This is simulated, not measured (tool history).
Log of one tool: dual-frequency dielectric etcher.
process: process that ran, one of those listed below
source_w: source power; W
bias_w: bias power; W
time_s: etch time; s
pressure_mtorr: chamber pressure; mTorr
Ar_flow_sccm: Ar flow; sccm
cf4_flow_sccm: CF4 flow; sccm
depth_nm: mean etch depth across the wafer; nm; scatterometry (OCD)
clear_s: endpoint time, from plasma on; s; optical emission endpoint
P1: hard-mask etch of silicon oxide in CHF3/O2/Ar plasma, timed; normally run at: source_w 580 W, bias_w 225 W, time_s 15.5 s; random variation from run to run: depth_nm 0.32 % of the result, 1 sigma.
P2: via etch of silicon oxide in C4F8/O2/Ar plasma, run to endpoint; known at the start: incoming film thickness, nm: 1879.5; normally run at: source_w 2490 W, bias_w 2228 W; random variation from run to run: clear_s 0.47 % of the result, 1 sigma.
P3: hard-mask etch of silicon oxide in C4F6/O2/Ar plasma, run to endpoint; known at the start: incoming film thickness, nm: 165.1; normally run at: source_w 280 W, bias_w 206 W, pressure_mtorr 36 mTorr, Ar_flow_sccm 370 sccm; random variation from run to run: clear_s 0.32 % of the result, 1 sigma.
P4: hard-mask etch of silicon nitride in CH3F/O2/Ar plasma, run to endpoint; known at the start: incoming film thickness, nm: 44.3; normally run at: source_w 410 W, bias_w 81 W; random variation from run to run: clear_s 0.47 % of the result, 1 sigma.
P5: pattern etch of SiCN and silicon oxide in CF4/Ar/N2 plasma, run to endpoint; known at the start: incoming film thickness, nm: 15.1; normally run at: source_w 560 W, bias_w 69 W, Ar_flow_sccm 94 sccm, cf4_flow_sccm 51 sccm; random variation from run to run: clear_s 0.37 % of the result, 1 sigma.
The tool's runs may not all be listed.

{"run": 1, "hour": 7.6, "process": "P1", "source_w": 580, "bias_w": 225, "time_s": 15.5, "depth_nm": 31.423}
{"run": 2, "hour": 19.1, "process": "P1", "source_w": 580, "bias_w": 178, "time_s": 21.0, "depth_nm": 39.256}
{"run": 3, "hour": 32.5, "process": "P2", "source_w": 2490, "bias_w": 2228, "clear_s": 328.18}
{"run": 4, "hour": 41.8, "process": "P3", "source_w": 280, "bias_w": 206, "pressure_mtorr": 36, "Ar_flow_sccm": 370, "clear_s": 59.345}
{"run": 5, "hour": 48.0, "process": "P5", "source_w": 760, "bias_w": 69, "Ar_flow_sccm": 94, "cf4_flow_sccm": 51, "clear_s": 11.761}
{"run": 6, "hour": 60.5, "process": "P1", "source_w": 580, "bias_w": 315, "time_s": 15.5, "depth_nm": 35.609}
{"run": 7, "hour": 69.0, "process": "P1", "source_w": 390, "bias_w": 225, "time_s": 15.5, "depth_nm": 27.116}
{"run": 8, "hour": 78.7, "process": "P1", "source_w": 730, "bias_w": 225, "time_s": 15.5, "depth_nm": 34.213}
{"run": 9, "hour": 90.3, "process": "P2", "source_w": 2490, "bias_w": 2228, "clear_s": 331.92}
{"run": 10, "hour": 98.9, "process": "P5", "source_w": 560, "bias_w": 69, "Ar_flow_sccm": 94, "cf4_flow_sccm": 51, "clear_s": 15.366}
{"run": 11, "hour": 105.0, "process": "P2", "source_w": 2490, "bias_w": 2953, "clear_s": 303.06}
{"run": 12, "hour": 117.4, "process": "P4", "source_w": 410, "bias_w": 61, "clear_s": 66.673}
{"run": 13, "hour": 124.2, "process": "P2", "source_w": 1650, "bias_w": 2228, "clear_s": 385.15}
{"run": 14, "hour": 131.2, "process": "P3", "source_w": 280, "bias_w": 256, "pressure_mtorr": 36, "Ar_flow_sccm": 370, "clear_s": 54.968}
{"run": 15, "hour": 143.8, "process": "P1", "source_w": 580, "bias_w": 158, "time_s": 15.5, "depth_nm": 27.831}
{"run": 16, "hour": 150.5, "process": "P3", "source_w": 280, "bias_w": 206, "pressure_mtorr": 36, "Ar_flow_sccm": 447, "clear_s": 60.82}
{"run": 17, "hour": 164.6, "process": "P1", "source_w": 580, "bias_w": 225, "time_s": 9.0, "depth_nm": 18.159}
{"hour": 165.1, "done": "source power generator calibrated"}
{"run": 18, "hour": 174.5, "process": "P5", "source_w": 560, "bias_w": 69, "Ar_flow_sccm": 54, "cf4_flow_sccm": 51, "clear_s": 14.233}
{"run": 19, "hour": 188.0, "process": "P1", "source_w": 580, "bias_w": 225, "time_s": 15.5, "depth_nm": 31.417}
{"run": 20, "hour": 200.1, "process": "P3", "source_w": 330, "bias_w": 206, "pressure_mtorr": 36, "Ar_flow_sccm": 370, "clear_s": 56.289}
{"run": 21, "hour": 213.1, "process": "P3", "source_w": 280, "bias_w": 206, "pressure_mtorr": 44, "Ar_flow_sccm": 370, "clear_s": 60.636}
{"run": 22, "hour": 220.4, "process": "P4", "source_w": 580, "bias_w": 81, "clear_s": 53.253}
{"run": 23, "hour": 232.7, "process": "P1", "source_w": 580, "bias_w": 225, "time_s": 15.5, "depth_nm": 31.251}
{"run": 24, "hour": 243.7, "process": "P1", "source_w": 580, "bias_w": 225, "time_s": 15.5, "depth_nm": 31.338}
{"run": 25, "hour": 255.8, "process": "P5", "source_w": 560, "bias_w": 69, "Ar_flow_sccm": 94, "cf4_flow_sccm": 51, "clear_s": 15.349}
{"run": 26, "hour": 263.6, "process": "P5", "source_w": 560, "bias_w": 43, "Ar_flow_sccm": 94, "cf4_flow_sccm": 51, "clear_s": 18.074}
{"run": 27, "hour": 277.3, "process": "P1", "source_w": 580, "bias_w": 225, "time_s": 20.0, "depth_nm": 40.483}
{"run": 28, "hour": 289.6, "process": "P4", "source_w": 410, "bias_w": 81, "clear_s": 60.513}
{"run": 29, "hour": 301.6, "process": "P1", "source_w": 420, "bias_w": 225, "time_s": 8.5, "depth_nm": 15.276}
{"run": 30, "hour": 313.3, "process": "P5", "source_w": 560, "bias_w": 69, "Ar_flow_sccm": 94, "cf4_flow_sccm": 39, "clear_s": 16.123}
{"run": 31, "hour": 320.8, "process": "P1", "source_w": 580, "bias_w": 225, "time_s": 15.5, "depth_nm": 31.409}
{"run": 32, "hour": 332.8, "process": "P1", "source_w": 580, "bias_w": 225, "time_s": 15.5, "depth_nm": 31.757}
{"run": 33, "hour": 343.5, "process": "P1", "source_w": 580, "bias_w": 225, "time_s": 15.5, "depth_nm": 31.755}
{"run": 34, "hour": 357.0, "process": "P1", "source_w": 580, "bias_w": 225, "time_s": 15.5, "depth_nm": 31.764}
{"run": 35, "hour": 366.3, "process": "P1", "source_w": 580, "bias_w": 225, "time_s": 15.5, "depth_nm": 31.785}
{"run": 36, "hour": 372.4, "process": "P1", "source_w": 580, "bias_w": 225, "time_s": 15.5, "depth_nm": 31.855}
{"hour": 373.5, "done": "wet clean of the chamber"}
{"run": 37, "hour": 383.1, "process": "P1", "source_w": 580, "bias_w": 225, "time_s": 15.5, "depth_nm": 31.933}
{"run": 38, "hour": 393.9, "process": "P1", "source_w": 580, "bias_w": 225, "time_s": 15.5, "depth_nm": 31.872}
{"run": 39, "hour": 402.8, "process": "P1", "source_w": 580, "bias_w": 225, "time_s": 15.5, "depth_nm": 31.728}

What P1 gives has crept away from where it was. These 2 causes fit the log equally well, each at the size given:
A: source power that arrives over what is set, % = 4.32
B: bias power that arrives over what is set, % = 4.63
The creep began at about hour 320.8.
Why every other cause is out:
chamber walls in a state that raises the etch rate, %: serviced at hour 373.5, which brought nothing back

4 check runs are offered, each on 2 wafers whose results are averaged, their results left as question marks. Which one tells the causes apart?
{"run": "check 1", "hour": 411.7, "process": "P5", "source_w": 560, "bias_w": 69, "Ar_flow_sccm": 94, "cf4_flow_sccm": 51, "clear_s": "?"}
{"run": "check 2", "hour": 411.7, "process": "P4", "source_w": 410, "bias_w": 81, "clear_s": "?"}
{"run": "check 3", "hour": 411.7, "process": "P3", "source_w": 280, "bias_w": 206, "pressure_mtorr": 36, "Ar_flow_sccm": 370, "clear_s": "?"}
{"run": "check 4", "hour": 411.7, "process": "P2", "source_w": 2490, "bias_w": 2228, "clear_s": "?"}

What each check would give under each cause:
check=check_1 result=clear_s if_A=14.878 if_B=15.205
check=check_2 result=clear_s if_A=59.751 if_B=59.750
check=check_3 result=clear_s if_A=58.562 if_B=58.626
check=check_4 result=clear_s if_A=323.050 if_B=324.270
How far apart the two closest causes lie, in the result that separates them most: check 1 2.17 %; check 2 0 %; check 3 0.11 %; check 4 0.38 %
Only check 1 tells the causes apart: in the others they would give nearly the same result.

Check 1 was then run and gave: clear_s 14.801 s. Which cause is it?

It is A: source power that arrives over what is set, %.
